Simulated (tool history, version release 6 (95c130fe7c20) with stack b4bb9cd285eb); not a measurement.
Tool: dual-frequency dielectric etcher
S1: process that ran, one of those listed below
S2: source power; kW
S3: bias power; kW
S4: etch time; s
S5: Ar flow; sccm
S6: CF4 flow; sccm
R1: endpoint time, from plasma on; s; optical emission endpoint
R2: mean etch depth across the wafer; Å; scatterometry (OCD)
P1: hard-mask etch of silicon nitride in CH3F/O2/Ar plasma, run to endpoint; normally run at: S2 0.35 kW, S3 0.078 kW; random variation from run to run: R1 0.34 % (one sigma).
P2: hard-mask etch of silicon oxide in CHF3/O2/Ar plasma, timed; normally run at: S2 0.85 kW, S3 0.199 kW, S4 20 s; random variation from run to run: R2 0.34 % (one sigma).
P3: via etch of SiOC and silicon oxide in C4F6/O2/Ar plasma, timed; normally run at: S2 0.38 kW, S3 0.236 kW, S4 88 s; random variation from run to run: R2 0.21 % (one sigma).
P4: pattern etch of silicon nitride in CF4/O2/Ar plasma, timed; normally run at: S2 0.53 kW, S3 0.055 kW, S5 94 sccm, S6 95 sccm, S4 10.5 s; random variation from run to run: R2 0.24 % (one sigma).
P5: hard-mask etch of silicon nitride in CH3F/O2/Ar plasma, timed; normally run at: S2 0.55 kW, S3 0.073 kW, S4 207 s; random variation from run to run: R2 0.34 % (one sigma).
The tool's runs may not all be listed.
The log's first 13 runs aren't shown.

run	hour	S1	S2	S3	S4	S5	S6	R1	R2
14	55.4	P2	0.62	0.199	20				413.49
15	60.2	P1	0.35	0.078				39.102	
16	62.4	P4	0.53	0.055	10.5	94	70		209.84
17	67.6	P2	0.85	0.199	30				702.74
18	72.7	P3	0.38	0.236	88				1063.4
19	75.4	P1	0.45	0.078				35.623	
20	77.9	P3	0.38	0.236	130.5				1577.5
21	81.8	P1	0.35	0.1				35.775	
22	84.9	P3	0.5	0.236	88				1178.3
23	89.5	P5	0.55	0.073	299.5				2361.2
24	92.8	P4	0.38	0.055	10.5	94	95		162.85
25	96.1	P1	0.35	0.056				43.865	
26	100.4	P1	0.35	0.078				39.03	
27	104.8	P5	0.55	0.073	207				1641.9
28	109.5	P1	0.29	0.046				50.29	
29	112.3	P4	0.53	0.072	10.5	94	95		241.47
30	115.9	P1	0.35	0.078				38.967	
31	118.3	P4	0.53	0.055	10.5	94	95		217.71
32	120.8	P2	0.85	0.199	20				464.64
33	124.1	P2	0.85	0.255	20				506.16
34	127.7	P4	0.53	0.055	13.5	94	95		279.17
35	132.5	P1	0.35	0.078				39.085	

The next listed run, before its measurement:
36	136	P1	0.35	0.078				?	

Run 36 gave R1 39.222 s.
